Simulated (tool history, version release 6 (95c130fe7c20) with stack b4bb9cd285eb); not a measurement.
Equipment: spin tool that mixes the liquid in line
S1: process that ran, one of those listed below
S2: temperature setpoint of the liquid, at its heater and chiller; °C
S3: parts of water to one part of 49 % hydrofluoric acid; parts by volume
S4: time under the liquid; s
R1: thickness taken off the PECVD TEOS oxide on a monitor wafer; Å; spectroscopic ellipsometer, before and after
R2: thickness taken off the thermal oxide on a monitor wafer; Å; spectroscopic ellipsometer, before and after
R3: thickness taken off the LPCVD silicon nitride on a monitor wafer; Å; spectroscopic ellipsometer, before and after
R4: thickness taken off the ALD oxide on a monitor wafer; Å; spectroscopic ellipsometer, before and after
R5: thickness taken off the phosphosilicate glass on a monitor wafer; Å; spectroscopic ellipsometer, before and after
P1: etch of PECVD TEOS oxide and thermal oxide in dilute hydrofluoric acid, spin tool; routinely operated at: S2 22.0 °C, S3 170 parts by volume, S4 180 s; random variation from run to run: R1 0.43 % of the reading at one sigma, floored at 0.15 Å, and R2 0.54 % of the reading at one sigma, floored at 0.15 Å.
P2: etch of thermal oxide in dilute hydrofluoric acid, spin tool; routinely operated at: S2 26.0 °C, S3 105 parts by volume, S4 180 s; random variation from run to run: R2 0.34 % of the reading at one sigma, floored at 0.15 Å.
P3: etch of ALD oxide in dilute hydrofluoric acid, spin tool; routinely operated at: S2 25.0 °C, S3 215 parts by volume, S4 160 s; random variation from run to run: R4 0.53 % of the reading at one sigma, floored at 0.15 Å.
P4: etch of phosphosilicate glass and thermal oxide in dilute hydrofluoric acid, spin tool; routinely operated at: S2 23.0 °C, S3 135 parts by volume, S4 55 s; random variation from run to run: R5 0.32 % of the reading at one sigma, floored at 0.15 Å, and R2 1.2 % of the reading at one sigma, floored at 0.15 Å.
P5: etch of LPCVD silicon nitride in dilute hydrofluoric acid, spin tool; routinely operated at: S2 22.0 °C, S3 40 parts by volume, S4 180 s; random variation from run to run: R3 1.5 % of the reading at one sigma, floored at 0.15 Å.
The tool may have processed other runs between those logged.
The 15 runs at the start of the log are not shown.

| run | hour | S1 | S2 | S3 | S4 | R1 | R2 | R3 | R4 | R5 |
|---|---|---|---|---|---|---|---|---|---|---|
| 16 | 126.1 | P1 | 22.0 | 50 | 180 | 588.070 | 160.220 |  |  |  |
| 17 | 135.0 | P1 | 27.0 | 75 | 180 | 466.220 | 127.760 |  |  |  |
| 18 | 143.2 | P2 | 19.5 | 105 | 180 |  | 61.874 |  |  |  |
| 19 | 148.3 | P4 | 23.0 | 135 | 55 |  | 17.465 |  |  | 235.05 |
| 20 | 156.9 | P1 | 22.0 | 285 | 180 | 79.205 | 22.000 |  |  |  |
| 21 | 166.1 | P3 | 30.5 | 215 | 160 |  |  |  | 77.1050 |  |
| 22 | 174.9 | P1 | 22.0 | 170 | 180 | 149.670 | 41.174 |  |  |  |
| 23 | 179.6 | P1 | 22.0 | 170 | 180 | 150.590 | 41.363 |  |  |  |
| 24 | 184.0 | P1 | 22.0 | 170 | 180 | 150.430 | 40.853 |  |  |  |
| 25 | 192.7 | P1 | 22.0 | 170 | 180 | 150.870 | 41.492 |  |  |  |
| 26 | 198.5 | P1 | 28.5 | 170 | 180 | 190.600 | 52.801 |  |  |  |
| 27 | 208.0 | P3 | 25.0 | 215 | 160 |  |  |  | 63.5500 |  |
| 28 | 218.1 | P5 | 22.0 | 40 | 90 |  |  | 7.5961 |  |  |
| 29 | 224.6 | P3 | 25.0 | 300 | 160 |  |  |  | 41.6380 |  |
| 30 | 232.3 | P2 | 26.0 | 105 | 180 |  | 80.188 |  |  |  |
| 31 | 241.1 | P1 | 22.0 | 170 | 180 | 150.450 | 41.118 |  |  |  |
| 32 | 251.0 | P5 | 22.0 | 40 | 180 |  |  | 15.1160 |  |  |
| 33 | 256.4 | P2 | 26.0 | 45 | 180 |  | 201.960 |  |  |  |

Expected results for the next run?
| 34 | 262.3 | P1 | 22.0 | 170 | 180 | ? | ? |  |  |  |

{"run 34": {"R1": 150.88, "R2": 41.086}}
